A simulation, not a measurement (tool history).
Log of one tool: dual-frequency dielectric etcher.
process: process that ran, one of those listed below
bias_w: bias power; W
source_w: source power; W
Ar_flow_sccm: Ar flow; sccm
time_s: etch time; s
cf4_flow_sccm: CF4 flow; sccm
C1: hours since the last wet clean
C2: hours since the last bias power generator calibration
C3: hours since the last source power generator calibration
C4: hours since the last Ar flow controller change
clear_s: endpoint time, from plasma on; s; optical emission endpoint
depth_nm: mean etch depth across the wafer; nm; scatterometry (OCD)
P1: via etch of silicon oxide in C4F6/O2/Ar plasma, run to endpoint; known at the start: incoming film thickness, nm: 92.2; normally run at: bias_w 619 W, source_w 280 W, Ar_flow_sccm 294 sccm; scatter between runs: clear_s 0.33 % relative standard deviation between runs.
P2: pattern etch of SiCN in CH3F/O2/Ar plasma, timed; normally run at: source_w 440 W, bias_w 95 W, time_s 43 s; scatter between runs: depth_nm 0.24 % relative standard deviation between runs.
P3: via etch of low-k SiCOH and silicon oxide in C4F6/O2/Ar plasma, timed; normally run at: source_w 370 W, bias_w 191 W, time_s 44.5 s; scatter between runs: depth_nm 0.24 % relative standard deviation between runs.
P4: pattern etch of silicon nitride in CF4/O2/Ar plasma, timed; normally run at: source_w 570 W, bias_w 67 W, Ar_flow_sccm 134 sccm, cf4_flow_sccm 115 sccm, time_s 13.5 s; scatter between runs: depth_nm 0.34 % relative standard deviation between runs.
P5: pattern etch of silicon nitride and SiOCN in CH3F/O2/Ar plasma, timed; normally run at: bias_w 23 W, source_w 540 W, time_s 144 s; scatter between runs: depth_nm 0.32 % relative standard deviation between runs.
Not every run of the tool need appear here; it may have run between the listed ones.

run 1 hour=5.7 | process=P1 bias_w=619 source_w=280 Ar_flow_sccm=294 | C1=372.6 C2=3225.5 C3=1069.6 C4=1309.4 | clear_s=20.889
run 2 hour=12.5 | process=P3 bias_w=191 source_w=370 time_s=44.5 | C1=379.4 C2=3232.3 C3=1076.4 C4=1316.2 | depth_nm=105.23
run 3 hour=19.9 | process=P5 bias_w=23 source_w=540 time_s=182.5 | C1=386.8 C2=3239.7 C3=1083.8 C4=1323.6 | depth_nm=26.892
run 4 hour=24.5 | process=P1 bias_w=619 source_w=190 Ar_flow_sccm=294 | C1=391.4 C2=3244.3 C3=1088.4 C4=1328.2 | clear_s=23.961
run 5 hour=29.6 | process=P4 bias_w=67 source_w=340 Ar_flow_sccm=134 time_s=13.5 cf4_flow_sccm=115 | C1=396.5 C2=3249.4 C3=1093.5 C4=1333.3 | depth_nm=20.096
-- hour=35 Ar flow controller replaced
run 6 hour=36 | process=P3 bias_w=150 source_w=370 time_s=44.5 | C1=402.9 C2=3255.8 C3=1099.9 C4=1 | depth_nm=97.296
run 7 hour=41.1 | process=P2 bias_w=95 source_w=440 time_s=23.5 | C1=408 C2=3260.9 C3=1105 C4=6.1 | depth_nm=9.9941
run 8 hour=46.8 | process=P5 bias_w=23 source_w=770 time_s=144 | C1=413.7 C2=3266.6 C3=1110.7 C4=11.8 | depth_nm=23.95
run 9 hour=52.5 | process=P1 bias_w=619 source_w=370 Ar_flow_sccm=294 | C1=419.4 C2=3272.3 C3=1116.4 C4=17.5 | clear_s=18.701
run 10 hour=58.7 | process=P3 bias_w=191 source_w=280 time_s=44.5 | C1=425.6 C2=3278.5 C3=1122.6 C4=23.7 | depth_nm=94.245
run 11 hour=64 | process=P2 bias_w=77 source_w=440 time_s=43 | C1=430.9 C2=3283.8 C3=1127.9 C4=29 | depth_nm=16.926
run 12 hour=68.3 | process=P2 bias_w=95 source_w=440 time_s=43 | C1=435.2 C2=3288.1 C3=1132.2 C4=33.3 | depth_nm=18.297
run 13 hour=71.7 | process=P1 bias_w=619 source_w=280 Ar_flow_sccm=294 | C1=438.6 C2=3291.5 C3=1135.6 C4=36.7 | clear_s=20.868
-- hour=75.3 wet clean of the chamber
run 14 hour=77.3 | process=P1 bias_w=619 source_w=220 Ar_flow_sccm=352 | C1=2.1 C2=3297.1 C3=1141.2 C4=42.3 | clear_s=23.139
run 15 hour=81.8 | process=P2 bias_w=95 source_w=440 time_s=43 | C1=6.6 C2=3301.6 C3=1145.7 C4=46.8 | depth_nm=18.306
run 16 hour=85.6 | process=P1 bias_w=619 source_w=280 Ar_flow_sccm=294 | C1=10.4 C2=3305.4 C3=1149.5 C4=50.6 | clear_s=20.803
run 17 hour=92.9 | process=P4 bias_w=43 source_w=570 Ar_flow_sccm=134 time_s=13.5 cf4_flow_sccm=115 | C1=17.7 C2=3312.7 C3=1156.8 C4=57.9 | depth_nm=26.387
run 18 hour=99.9 | process=P1 bias_w=843 source_w=330 Ar_flow_sccm=294 | C1=24.7 C2=3319.7 C3=1163.8 C4=64.9 | clear_s=17.367
run 19 hour=107.4 | process=P4 bias_w=67 source_w=570 Ar_flow_sccm=134 time_s=13.5 cf4_flow_sccm=115 | C1=32.2 C2=3327.2 C3=1171.3 C4=72.4 | depth_nm=31.293
run 20 hour=111.2 | process=P1 bias_w=619 source_w=280 Ar_flow_sccm=365 | C1=36 C2=3331 C3=1175.1 C4=76.2 | clear_s=21.34
run 21 hour=118.7 | process=P1 bias_w=619 source_w=280 Ar_flow_sccm=294 | C1=43.5 C2=3338.5 C3=1182.6 C4=83.7 | clear_s=20.811
run 22 hour=125.1 | process=P3 bias_w=191 source_w=370 time_s=61 | C1=49.9 C2=3344.9 C3=1189 C4=90.1 | depth_nm=143.66
run 23 hour=131.9 | process=P5 bias_w=23 source_w=540 time_s=144 | C1=56.7 C2=3351.7 C3=1195.8 C4=96.9 | depth_nm=21.327
run 24 hour=138.4 | process=P3 bias_w=191 source_w=370 time_s=44.5 | C1=63.2 C2=3358.2 C3=1202.3 C4=103.4 | depth_nm=104.78
run 25 hour=142.4 | process=P4 bias_w=67 source_w=570 Ar_flow_sccm=134 time_s=17 cf4_flow_sccm=115 | C1=67.2 C2=3362.2 C3=1206.3 C4=107.4 | depth_nm=39.718
run 26 hour=147.2 | process=P1 bias_w=619 source_w=280 Ar_flow_sccm=294 | C1=72 C2=3367 C3=1211.1 C4=112.2 | clear_s=20.757
run 27 hour=151.9 | process=P2 bias_w=95 source_w=600 time_s=43 | C1=76.7 C2=3371.7 C3=1215.8 C4=116.9 | depth_nm=20.595
run 28 hour=156.1 | process=P1 bias_w=619 source_w=280 Ar_flow_sccm=294 | C1=80.9 C2=3375.9 C3=1220 C4=121.1 | clear_s=20.71
run 29 hour=160 | process=P5 bias_w=23 source_w=540 time_s=144 | C1=84.8 C2=3379.8 C3=1223.9 C4=125 | depth_nm=21.341
run 30 hour=166.7 | process=P4 bias_w=67 source_w=570 Ar_flow_sccm=134 time_s=13.5 cf4_flow_sccm=69 | C1=91.5 C2=3386.5 C3=1230.6 C4=131.7 | depth_nm=29.27
run 31 hour=173.1 | process=P1 bias_w=788 source_w=280 Ar_flow_sccm=294 | C1=97.9 C2=3392.9 C3=1237 C4=138.1 | clear_s=18.877
run 32 hour=180.3 | process=P4 bias_w=67 source_w=570 Ar_flow_sccm=177 time_s=13.5 cf4_flow_sccm=115 | C1=105.1 C2=3400.1 C3=1244.2 C4=145.3 | depth_nm=30.168
run 33 hour=185.2 | process=P1 bias_w=619 source_w=280 Ar_flow_sccm=237 | C1=110 C2=3405 C3=1249.1 C4=150.2 | clear_s=20.46
run 34 hour=188.8 | process=P5 bias_w=32 source_w=540 time_s=144 | C1=113.6 C2=3408.6 C3=1252.7 C4=153.8 | depth_nm=24.701
run 35 hour=195.6 | process=P1 bias_w=362 source_w=280 Ar_flow_sccm=294 | C1=120.4 C2=3415.4 C3=1259.5 C4=160.6 | clear_s=25.519
run 36 hour=200.2 | process=P1 bias_w=619 source_w=280 Ar_flow_sccm=294 | C1=125 C2=3420 C3=1264.1 C4=165.2 | clear_s=20.816
run 37 hour=204.7 | process=P1 bias_w=619 source_w=280 Ar_flow_sccm=294 | C1=129.5 C2=3424.5 C3=1268.6 C4=169.7 | clear_s=20.833
run 38 hour=210.2 | process=P1 bias_w=619 source_w=280 Ar_flow_sccm=294 | C1=135 C2=3430 C3=1274.1 C4=175.2 | clear_s=20.912
run 39 hour=216.9 | process=P1 bias_w=619 source_w=280 Ar_flow_sccm=294 | C1=141.7 C2=3436.7 C3=1280.8 C4=181.9 | clear_s=21.112
run 40 hour=224.4 | process=P1 bias_w=619 source_w=280 Ar_flow_sccm=294 | C1=149.2 C2=3444.2 C3=1288.3 C4=189.4 | clear_s=21.069
run 41 hour=229.2 | process=P1 bias_w=619 source_w=280 Ar_flow_sccm=294 | C1=154 C2=3449 C3=1293.1 C4=194.2 | clear_s=21.123
run 42 hour=233.1 | process=P1 bias_w=619 source_w=280 Ar_flow_sccm=294 | C1=157.9 C2=3452.9 C3=1297 C4=198.1 | clear_s=21.186
-- hour=234.9 Ar flow controller replaced
-- hour=236.8 wet clean of the chamber
run 43 hour=240.1 | process=P1 bias_w=619 source_w=280 Ar_flow_sccm=294 | C1=3.3 C2=3459.9 C3=1304 C4=5.3 | clear_s=21.303
run 44 hour=245.9 | process=P1 bias_w=619 source_w=280 Ar_flow_sccm=294 | C1=9.1 C2=3465.7 C3=1309.8 C4=11.1 | clear_s=21.146
run 45 hour=250.1 | process=P1 bias_w=619 source_w=280 Ar_flow_sccm=294 | C1=13.3 C2=3469.9 C3=1314 C4=15.3 | clear_s=21.088

Estimate the outcome of run 46 from the log above:
run 46 hour=257.4 | process=P1 bias_w=619 source_w=280 Ar_flow_sccm=294 | C1=20.6 C2=3477.2 C3=1321.3 C4=22.6 | clear_s=?

clear_s: 21.269 s

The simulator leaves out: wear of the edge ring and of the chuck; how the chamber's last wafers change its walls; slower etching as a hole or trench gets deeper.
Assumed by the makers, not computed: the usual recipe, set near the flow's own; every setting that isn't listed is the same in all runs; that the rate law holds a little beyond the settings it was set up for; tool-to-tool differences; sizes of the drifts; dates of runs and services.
